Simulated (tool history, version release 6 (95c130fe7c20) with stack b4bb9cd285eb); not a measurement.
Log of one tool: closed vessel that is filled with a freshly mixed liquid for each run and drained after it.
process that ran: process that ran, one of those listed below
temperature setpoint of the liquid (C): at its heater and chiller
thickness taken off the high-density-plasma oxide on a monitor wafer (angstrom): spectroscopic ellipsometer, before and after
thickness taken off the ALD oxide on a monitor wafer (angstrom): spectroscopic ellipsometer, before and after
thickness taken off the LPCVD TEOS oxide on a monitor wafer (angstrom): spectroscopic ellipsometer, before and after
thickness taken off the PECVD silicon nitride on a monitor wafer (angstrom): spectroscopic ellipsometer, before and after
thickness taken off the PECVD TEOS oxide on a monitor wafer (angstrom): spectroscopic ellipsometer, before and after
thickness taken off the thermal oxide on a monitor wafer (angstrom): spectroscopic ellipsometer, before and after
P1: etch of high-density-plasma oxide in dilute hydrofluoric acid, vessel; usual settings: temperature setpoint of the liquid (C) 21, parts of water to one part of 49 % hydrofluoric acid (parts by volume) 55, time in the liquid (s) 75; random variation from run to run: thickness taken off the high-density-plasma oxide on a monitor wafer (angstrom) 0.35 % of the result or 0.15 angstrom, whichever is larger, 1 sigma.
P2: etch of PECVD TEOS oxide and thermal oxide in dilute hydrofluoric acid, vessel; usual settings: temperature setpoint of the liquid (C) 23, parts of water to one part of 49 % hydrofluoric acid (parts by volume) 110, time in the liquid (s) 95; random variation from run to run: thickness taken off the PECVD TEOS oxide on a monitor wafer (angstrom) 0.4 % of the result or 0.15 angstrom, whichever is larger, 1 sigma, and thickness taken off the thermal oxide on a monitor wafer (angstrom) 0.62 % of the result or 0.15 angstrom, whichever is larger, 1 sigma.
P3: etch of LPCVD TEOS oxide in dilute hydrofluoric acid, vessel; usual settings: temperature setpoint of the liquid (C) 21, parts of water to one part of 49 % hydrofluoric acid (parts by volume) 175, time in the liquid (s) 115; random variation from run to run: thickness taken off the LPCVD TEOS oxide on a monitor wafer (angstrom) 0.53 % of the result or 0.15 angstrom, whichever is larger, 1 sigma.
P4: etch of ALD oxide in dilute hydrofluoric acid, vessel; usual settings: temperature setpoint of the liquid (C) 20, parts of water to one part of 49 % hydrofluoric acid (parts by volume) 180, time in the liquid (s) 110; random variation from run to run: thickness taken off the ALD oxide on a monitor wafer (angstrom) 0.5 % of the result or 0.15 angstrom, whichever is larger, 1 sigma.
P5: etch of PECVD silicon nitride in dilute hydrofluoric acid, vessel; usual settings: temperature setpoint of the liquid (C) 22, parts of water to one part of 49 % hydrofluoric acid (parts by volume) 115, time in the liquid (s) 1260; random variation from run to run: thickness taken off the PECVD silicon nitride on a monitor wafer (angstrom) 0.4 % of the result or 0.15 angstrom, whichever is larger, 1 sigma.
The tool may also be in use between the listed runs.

run   hour  process that ran  temperature setpoint of the liquid (C)  parts of water to one part of 49 % hydrofluoric acid (parts by volume)  time in the liquid (s)  hours since the thermometer was replaced  hours since the hydrofluoric acid flow meter was replaced  thickness taken off the high-density-plasma oxide on a monitor wafer (angstrom)  thickness taken off the ALD oxide on a monitor wafer (angstrom)  thickness taken off the LPCVD TEOS oxide on a monitor wafer (angstrom)  thickness taken off the PECVD silicon nitride on a monitor wafer (angstrom)  thickness taken off the PECVD TEOS oxide on a monitor wafer (angstrom)  thickness taken off the thermal oxide on a monitor wafer (angstrom)
  1      9                P1                                      21                                                                      55                      75                                     535.7                                                      430.4                                                                           68.443
  2   20.3                P4                                      20                                                                     265                     110                                       547                                                      441.7                                                                                                                                            42.805
  3   33.5                P1                                      21                                                                     105                      75                                     560.2                                                      454.9                                                                           33.762
  4   42.2                P1                                      21                                                                      55                      75                                     568.9                                                      463.6                                                                           68.661
  5   57.4                P3                                      21                                                                     175                      30                                     584.1                                                      478.8                                                                                                                                                                                                                    24.533
  6   70.7                P5                                      22                                                                     115                    1260                                     597.4                                                      492.1                                                                                                                                                                                                                                                                                                 240.56
  7   80.6                P1                                      21                                                                      55                      40                                     607.3                                                        502                                                                           36.558
  8   91.5                P2                                      23                                                                     110                      95                                     618.2                                                      512.9                                                                                                                                                                                                                                                                                                                                                                         195.53                                                               39.518
  9  107.2                P4                                      17                                                                     180                     110                                     633.9                                                      528.6                                                                                                                                            60.264
 10  120.3                P2                                      17                                                                     110                      95                                       647                                                      541.7                                                                                                                                                                                                                                                                                                                                                                         152.13                                                               31.059
 11  131.9                P5                                      22                                                                     115                    1260                                     658.6                                                      553.3                                                                                                                                                                                                                                                                                                 241.67
 12  141.7                P1                                      21                                                                      55                      75                                     668.4                                                      563.1                                                                           68.562
 13  149.1                P1                                      21                                                                      55                      75                                     675.8                                                      570.5                                                                           68.448
 14  159.9                P5                                      22                                                                     170                    1260                                     686.6                                                      581.3                                                                                                                                                                                                                                                                                                 163.35
 15  176.1                P4                                      20                                                                     180                      30                                     702.8                                                      597.5                                                                                                                                            18.782
 16  185.1                P2                                      23                                                                     110                      95                                     711.8                                                      606.5                                                                                                                                                                                                                                                                                                                                                                         195.36                                                               39.753
 17    197                P1                                      17                                                                      55                     135                                     723.7                                                      618.4                                                                           103.66
 18  212.3                P2                                      23                                                                     110                      30                                       739                                                      633.7                                                                                                                                                                                                                                                                                                                                                                         61.051                                                               12.557
 19  228.4                P5                                      17                                                                     115                    1260                                     755.1                                                      649.8                                                                                                                                                                                                                                                                                                  171.9
 20  236.3                P1                                      17                                                                      55                     120                                       763                                                      657.7                                                                            92.15
 21  250.1                P3                                      21                                                                     260                     115                                     776.8                                                      671.5                                                                                                                                                                                                                    57.258
 22  260.2                P1                                      21                                                                      55                     135                                     786.9                                                      681.6                                                                           122.43
 23  274.2                P3                                      21                                                                     175                     115                                     800.9                                                      695.6                                                                                                                                                                                                                    92.875
 24  283.8                P2                                      23                                                                      20                      95                                     810.5                                                      705.2                                                                                                                                                                                                                                                                                                                                                                         1194.1                                                               245.82
 25  292.1                P4                                      20                                                                     180                     110                                     818.8                                                      713.5                                                                                                                                            68.524
 26  303.8                P1                                      17                                                                      55                      75                                     830.5                                                      725.2                                                                           57.644
 27  318.2                P1                                      21                                                                      55                      75                                     844.9                                                      739.6                                                                           68.671
 28  326.2                P5                                      22                                                                     115                      55                                     852.9                                                      747.6                                                                                                                                                                                                                                                                                                 10.563
 29  333.8                P3                                      17                                                                     175                     115                                     860.5                                                      755.2                                                                                                                                                                                                                    79.191
 30  350.3                P1                                      21                                                                      55                      75                                       877                                                      771.7                                                                           68.044
 31  366.1                P1                                      28                                                                      55                      75                                     892.8                                                      787.5                                                                           91.168
 32    379                P1                                      21                                                                      25                      75                                     905.7                                                      800.4                                                                           157.37
 33  387.4                P1                                      21                                                                      55                      75                                     914.1                                                      808.8                                                                           68.848
 34  403.7                P1                                      21                                                                      55                      75                                     930.4                                                      825.1                                                                           66.735
 35  412.2                P1                                      21                                                                      55                      75                                     938.9                                                      833.6                                                                           65.978
 36  427.9                P1                                      21                                                                      55                      75                                     954.6                                                      849.3                                                                           65.404
 37  440.6                P1                                      21                                                                      55                      75                                     967.3                                                        862                                                                           65.003
 38    452                P1                                      21                                                                      55                      75                                     978.7                                                      873.4                                                                           64.432
 39  463.9                P1                                      21                                                                      55                      75                                     990.6                                                      885.3                                                                            64.67
 40  473.8                P1                                      21                                                                      55                      75                                    1000.5                                                      895.2                                                                           64.385
 41  485.1                P1                                      21                                                                      55                      75                                    1011.8                                                      906.5                                                                           64.347
 42  494.3                P1                                      21                                                                      55                      75                                      1021                                                      915.7                                                                           64.257
 43  505.7                P1                                      21                                                                      55                      75                                    1032.4                                                      927.1                                                                           64.414

What P1 gives has crept away from where it was. These 2 causes fit the log equally well, each at the size given:
A: hydrofluoric acid flow below the setpoint (%) = 5.6
B: liquid colder than its thermometer reads (K) = 1.47
The creep began at about hour 387.4.

4 check runs are offered, each on 2 wafers whose results are averaged, their results left as question marks. Which one tells the causes apart?
check 1  517.1                P2                                      17                                                                      35                      95                                                                                                                                                                                                                                                                                                                                                                                                                                                                                   ?                                                                    ?
check 2  517.1                P5                                      22                                                                     170                     265                                                                                                                                                                                                                                                                                                                                                                                                           ?
check 3  517.1                P3                                      17                                                                     175                      75                                                                                                                                                                                                                                                                                                                              ?
check 4  517.1                P4                                      17                                                                     180                      35                                                                                                                                                                                                                                                      ?

What each check would give under each cause:
  check                                                                       result    if A    if B
check 1       thickness taken off the PECVD TEOS oxide on a monitor wafer (angstrom)  491.41  489.02
check 1          thickness taken off the thermal oxide on a monitor wafer (angstrom)  99.577  99.094
check 2  thickness taken off the PECVD silicon nitride on a monitor wafer (angstrom)  32.677    31.4
check 3       thickness taken off the LPCVD TEOS oxide on a monitor wafer (angstrom)  48.426  48.788
check 4              thickness taken off the ALD oxide on a monitor wafer (angstrom)  18.024  18.166
How far apart the two closest causes lie, in the result that separates them most: check 1 0.49 %; check 2 3.99 %; check 3 0.75 %; check 4 0.79 %
Only check 2 tells the causes apart: in the others they would give nearly the same result.

Then check 2 was run and gave: thickness taken off the PECVD silicon nitride on a monitor wafer (angstrom) 31.531. Which cause is it?

It is B: liquid colder than its thermometer reads (K).
